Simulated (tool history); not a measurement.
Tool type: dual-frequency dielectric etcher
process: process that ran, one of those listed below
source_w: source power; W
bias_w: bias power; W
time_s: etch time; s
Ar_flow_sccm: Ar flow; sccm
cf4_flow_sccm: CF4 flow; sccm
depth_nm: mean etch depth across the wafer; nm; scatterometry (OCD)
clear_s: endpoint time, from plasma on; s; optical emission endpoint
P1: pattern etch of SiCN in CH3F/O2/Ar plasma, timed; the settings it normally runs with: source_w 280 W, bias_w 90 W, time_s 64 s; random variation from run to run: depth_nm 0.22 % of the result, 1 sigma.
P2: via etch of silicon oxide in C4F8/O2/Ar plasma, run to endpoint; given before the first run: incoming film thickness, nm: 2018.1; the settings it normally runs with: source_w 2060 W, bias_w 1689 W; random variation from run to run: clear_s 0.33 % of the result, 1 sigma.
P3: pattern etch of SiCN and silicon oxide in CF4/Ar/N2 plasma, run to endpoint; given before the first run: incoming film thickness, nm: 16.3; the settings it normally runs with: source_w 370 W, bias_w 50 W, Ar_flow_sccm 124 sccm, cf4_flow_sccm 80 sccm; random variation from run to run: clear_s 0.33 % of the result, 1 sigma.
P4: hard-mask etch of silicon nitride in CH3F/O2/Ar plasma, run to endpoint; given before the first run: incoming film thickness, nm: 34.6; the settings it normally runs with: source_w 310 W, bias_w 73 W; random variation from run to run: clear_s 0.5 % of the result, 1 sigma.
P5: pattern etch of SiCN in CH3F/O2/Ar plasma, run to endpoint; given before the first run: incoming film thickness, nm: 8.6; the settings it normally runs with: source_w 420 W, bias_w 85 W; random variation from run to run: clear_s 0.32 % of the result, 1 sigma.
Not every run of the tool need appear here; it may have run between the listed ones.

run	hour	process	source_w	bias_w	time_s	Ar_flow_sccm	cf4_flow_sccm	hours since the last wet clean	hours since the last source power generator calibration	hours since the last bias power generator calibration	depth_nm	clear_s
1	8.3	P1	280	90	64			272.7	1773.3	900.6	23.407	
2	20.2	P3	370	50		124	102	284.6	1785.2	912.5		24.271
3	33.1	P1	390	90	64			297.5	1798.1	925.4	26.654	
# hour 37.2: source power generator calibrated
4	40.0	P1	280	90	64			304.4	2.9	932.3	23.487	
5	52.0	P1	280	90	64			316.4	14.9	944.3	23.511	
6	60.3	P2	2060	2352				324.7	23.2	952.6		373.040
7	70.2	P5	420	85				334.6	33.1	962.5		20.799
8	75.9	P1	280	123	64			340.3	38.8	968.2	26.510	
9	83.8	P5	420	116				348.2	46.7	976.1		18.645
10	91.9	P1	280	90	64			356.3	54.8	984.2	23.537	
11	104.4	P4	430	73				368.8	67.3	996.7		50.033
12	115.4	P1	280	90	64			379.8	78.3	1007.7	23.662	
13	125.4	P3	460	50		124	80	389.8	88.3	1017.7		20.822
14	132.1	P1	280	90	64			396.5	95.0	1024.4	23.462	
15	143.3	P3	370	50		124	80	407.7	106.2	1035.6		25.225
16	153.9	P5	250	85				418.3	116.8	1046.2		25.151
17	162.8	P4	310	91				427.2	125.7	1055.1		52.237
18	168.7	P3	370	63		124	80	433.1	131.6	1061.0		23.331
19	180.9	P1	280	55	64			445.3	143.8	1073.2	19.780	
20	193.8	P1	280	90	86			458.2	156.7	1086.1	31.516	
21	205.8	P4	310	73				470.2	168.7	1098.1		56.746
22	214.2	P3	370	50		95	80	478.6	177.1	1106.5		24.122
23	225.2	P1	280	90	35			489.6	188.1	1117.5	12.860	
24	237.5	P1	230	90	64			501.9	200.4	1129.8	21.892	
25	246.7	P2	2060	1689				511.1	209.6	1139.0		410.100
26	255.5	P3	370	50		124	80	519.9	218.4	1147.8		25.096
27	263.8	P2	2930	1689				528.2	226.7	1156.1		356.690
28	276.4	P1	330	68	64			540.8	239.3	1168.7	22.628	
29	284.4	P1	280	90	64			548.8	247.3	1176.7	23.567	
30	290.0	P1	280	90	64			554.4	252.9	1182.3	23.388	
31	299.0	P1	280	90	64			563.4	261.9	1191.3	23.282	
32	304.8	P1	280	90	64			569.2	267.7	1197.1	23.356	
33	314.2	P1	280	90	64			578.6	277.1	1206.5	23.234	
# hour 318.1: wet clean of the chamber
34	321.4	P1	280	90	64			3.4	284.3	1213.7	23.230	
35	331.4	P1	280	90	64			13.4	294.3	1223.7	23.200	
36	341.2	P1	280	90	64			23.2	304.1	1233.5	23.110	
37	351.2	P1	280	90	64			33.2	314.1	1243.5	23.175	
38	358.2	P1	280	90	64			40.2	321.1	1250.5	23.109	
39	366.1	P1	280	90	64			48.1	329.0	1258.4	23.054	
40	373.5	P1	280	90	64			55.5	336.4	1265.8	23.107	

The output of P1 has drifted from where it used to be. Each of the 2 causes below, taken at the size shown beside it, accounts for the log equally well:
A: source power that arrives under what is set, % = 4.01
B: bias power that arrives under what is set, % = 3.92
The onset of the drift is placed at about hour 284.4.
What rules out each remaining cause:
chamber walls in a state that lowers the etch rate, %: its service at hour 318.1 followed the start of the drift and did not put the process back to its old value

Which of the 4 check runs listed below, each an average over 2 wafers with its results shown as question marks, gives clearly different results under the different listed causes?
check 1	380.9	P4	310	90								?
check 2	380.9	P5	270	101								?
check 3	380.9	P3	370	61		124	80					?
check 4	380.9	P2	2820	2261								?

Predicted outcomes, by check and by cause:
check	result	if A	if B
check 1	clear_s	53.517	53.482
check 2	clear_s	23.259	23.269
check 3	clear_s	24.462	23.910
check 4	clear_s	339.540	337.860
Per-check spread between the two closest causes, in the result where they differ most: check 1 0.07 %; check 2 0.04 %; check 3 2.28 %; check 4 0.5 %
The causes can be told apart only by check 3. The other checks would give nearly the same results under each of them.

Here is what check 3 returned: clear_s 24.439 s. Which cause is it?

It was cause A: source power that arrives under what is set, %.
